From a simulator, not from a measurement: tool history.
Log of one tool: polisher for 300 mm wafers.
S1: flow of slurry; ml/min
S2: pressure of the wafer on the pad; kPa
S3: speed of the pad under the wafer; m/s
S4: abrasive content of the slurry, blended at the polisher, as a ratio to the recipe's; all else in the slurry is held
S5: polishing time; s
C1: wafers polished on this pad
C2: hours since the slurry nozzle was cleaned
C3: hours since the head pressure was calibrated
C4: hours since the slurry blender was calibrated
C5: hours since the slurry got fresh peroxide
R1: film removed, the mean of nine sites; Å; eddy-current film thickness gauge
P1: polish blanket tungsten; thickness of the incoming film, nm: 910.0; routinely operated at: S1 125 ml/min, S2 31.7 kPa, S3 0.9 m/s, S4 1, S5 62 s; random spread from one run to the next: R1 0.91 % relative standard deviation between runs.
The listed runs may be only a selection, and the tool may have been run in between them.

| run | hour | S1 | S2 | S3 | S4 | S5 | C1 | C2 | C3 | C4 | C5 | R1 |
|---|---|---|---|---|---|---|---|---|---|---|---|---|
| 1 | 13.4 | 125 | 31.7 | 0.9 | 1 | 62 | 354 | 49.3 | 459.6 | 285.4 | 79.9 | 3558.1 |
| 2 | 25 | 125 | 31.7 | 0.58 | 1 | 83 | 513 | 60.9 | 471.2 | 297 | 91.5 | 3076.4 |
| 3 | 38.5 | 125 | 31.7 | 0.9 | 1 | 62 | 699 | 74.4 | 484.7 | 310.5 | 105 | 3508.6 |
| 4 | 52.6 | 125 | 31.7 | 0.6 | 1 | 62 | 893 | 88.5 | 498.8 | 324.6 | 119.1 | 2357.7 |
| 5 | 64.7 | 125 | 47.6 | 0.9 | 1 | 62 | 1059 | 100.6 | 510.9 | 336.7 | 131.2 | 5371.9 |
| 6 | 79 | 125 | 31.7 | 0.9 | 1 | 62 | 1256 | 114.9 | 525.2 | 351 | 145.5 | 3578.3 |
| 7 | 86.1 | 125 | 31.7 | 0.9 | 1 | 62 | 1354 | 122 | 532.3 | 358.1 | 152.6 | 3602.6 |
| 8 | 95 | 125 | 31.7 | 0.9 | 0.65 | 62 | 1476 | 130.9 | 541.2 | 367 | 161.5 | 3244.2 |
| 9 | 106.8 | 75 | 31.7 | 0.4 | 1 | 62 | 1638 | 142.7 | 553 | 378.8 | 173.3 | 1370.6 |
| 10 | 115.7 | 125 | 31.7 | 0.9 | 1.4 | 62 | 1761 | 151.6 | 561.9 | 387.7 | 182.2 | 3816.6 |
| 11 | 125.2 | 75 | 31.7 | 0.9 | 1 | 62 | 1892 | 161.1 | 571.4 | 397.2 | 191.7 | 3152.8 |
| 12 | 135.2 | 125 | 31.7 | 0.9 | 1 | 62 | 2029 | 171.1 | 581.4 | 407.2 | 201.7 | 3544.8 |
| 13 | 141.9 | 125 | 31.7 | 0.9 | 1 | 82 | 2121 | 177.8 | 588.1 | 413.9 | 208.4 | 4718.7 |
|  | 147.1 | slurry tank refilled with fresh slurry and peroxide |
| 14 | 150.2 | 125 | 31.7 | 1.44 | 1 | 62 | 2235 | 186.1 | 596.4 | 422.2 | 3.2 | 5714.9 |
|  | 154.4 | worn pad replaced by a new one |
| 15 | 163.9 | 125 | 31.7 | 0.9 | 1 | 62 | 131 | 199.8 | 610.1 | 435.9 | 16.9 | 3558.2 |
| 16 | 177.3 | 125 | 31.7 | 0.9 | 1 | 31 | 315 | 213.2 | 623.5 | 449.3 | 30.3 | 1788.2 |
| 17 | 189.2 | 190 | 31.7 | 0.9 | 1 | 62 | 479 | 225.1 | 635.4 | 461.2 | 42.2 | 3850.8 |

What will run 18 give?
| 18 | 198.5 | 125 | 14.5 | 0.9 | 1 | 62 | 607 | 234.4 | 644.7 | 470.5 | 51.5 | ? |

R1: 1625.2 Å

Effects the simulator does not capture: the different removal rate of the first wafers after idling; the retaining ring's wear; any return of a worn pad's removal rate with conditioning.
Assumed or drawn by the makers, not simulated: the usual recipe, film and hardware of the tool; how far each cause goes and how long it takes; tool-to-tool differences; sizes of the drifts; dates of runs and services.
